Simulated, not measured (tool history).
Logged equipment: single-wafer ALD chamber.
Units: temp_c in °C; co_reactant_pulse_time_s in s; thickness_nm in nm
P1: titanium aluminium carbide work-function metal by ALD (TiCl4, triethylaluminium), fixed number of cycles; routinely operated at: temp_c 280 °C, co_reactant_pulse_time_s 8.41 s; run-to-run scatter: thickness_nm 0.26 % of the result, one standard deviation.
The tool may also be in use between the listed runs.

run,hour,temp_c,co_reactant_pulse_time_s,hours since the last thermocouple change,hours since the last triethylaluminium bottle change,thickness_nm
1,6.9,280,8.41,185.6,220.1,1.8204
# hour 12.2: triethylaluminium bottle replaced
2,12.7,280,8.41,191.4,0.6,1.819
# hour 17.8: thermocouple changed; heater temperature recalibrated
3,19.1,280,13.25,1.4,7,1.9015
4,30.4,292,11.49,12.7,18.3,2.0061
5,40.2,290,4.01,22.5,28.1,1.5161
6,46.5,304,8.41,28.8,34.4,2.0311
7,55,255,8.41,37.3,42.9,1.6118
8,62.5,280,8.41,44.8,50.4,1.8199
9,70,280,8.41,52.3,57.9,1.8265
10,80.1,280,3.25,62.4,68,1.3028
11,87.6,293,10.97,69.9,75.5,2.0007
12,98.1,280,8.41,80.4,86,1.8276
13,110.6,280,8.41,92.9,98.5,1.8094
14,120.6,280,8.41,102.9,108.5,1.8096
15,130.2,280,8.41,112.5,118.1,1.7919
16,139.4,280,8.41,121.7,127.3,1.7872
17,149.2,280,8.41,131.5,137.1,1.7919
18,157.3,280,8.41,139.6,145.2,1.7764
19,163.5,280,8.41,145.8,151.4,1.7736
20,173.4,280,8.41,155.7,161.3,1.7797
21,183.3,280,8.41,165.6,171.2,1.773
22,192.9,280,8.41,175.2,180.8,1.7834

P1 has crept away from where it was. The log is fitted equally well by each of these 2 causes, at the sizes shown:
A: triethylaluminium dose below that of a fresh bottle (%) = 11.7
B: wafer temperature below the value expected at the setpoint (K) = 5.08
The gradual shift began around hour 98.1.

Below are 4 check runs, each on a single wafer, with their results shown as question marks. Which of them would tell the listed causes apart, meaning the causes would give clearly different results under it?
check 1,202.5,256,8.41,,,?
check 2,202.5,257,8.41,,,?
check 3,202.5,280,3.6,,,?
check 4,202.5,303,8.41,,,?

Predicted outcomes, by check and by cause:
check,result,if A,if B
check 1,thickness_nm,1.5845,1.5808
check 2,thickness_nm,1.5926,1.589
check 3,thickness_nm,1.2853,1.34
check 4,thickness_nm,1.9745,1.978
Per check, the gap between the least separated pair of causes, taken in the result that splits them most: check 1 0.23 %; check 2 0.22 %; check 3 4.17 %; check 4 0.18 %
Only check 3 tells the causes apart: in the others they would give nearly the same result.

Check 3 was then run and gave: thickness_nm 1.2876 nm. Which cause is it?

The correct cause is A, namely: triethylaluminium dose below that of a fresh bottle (%).
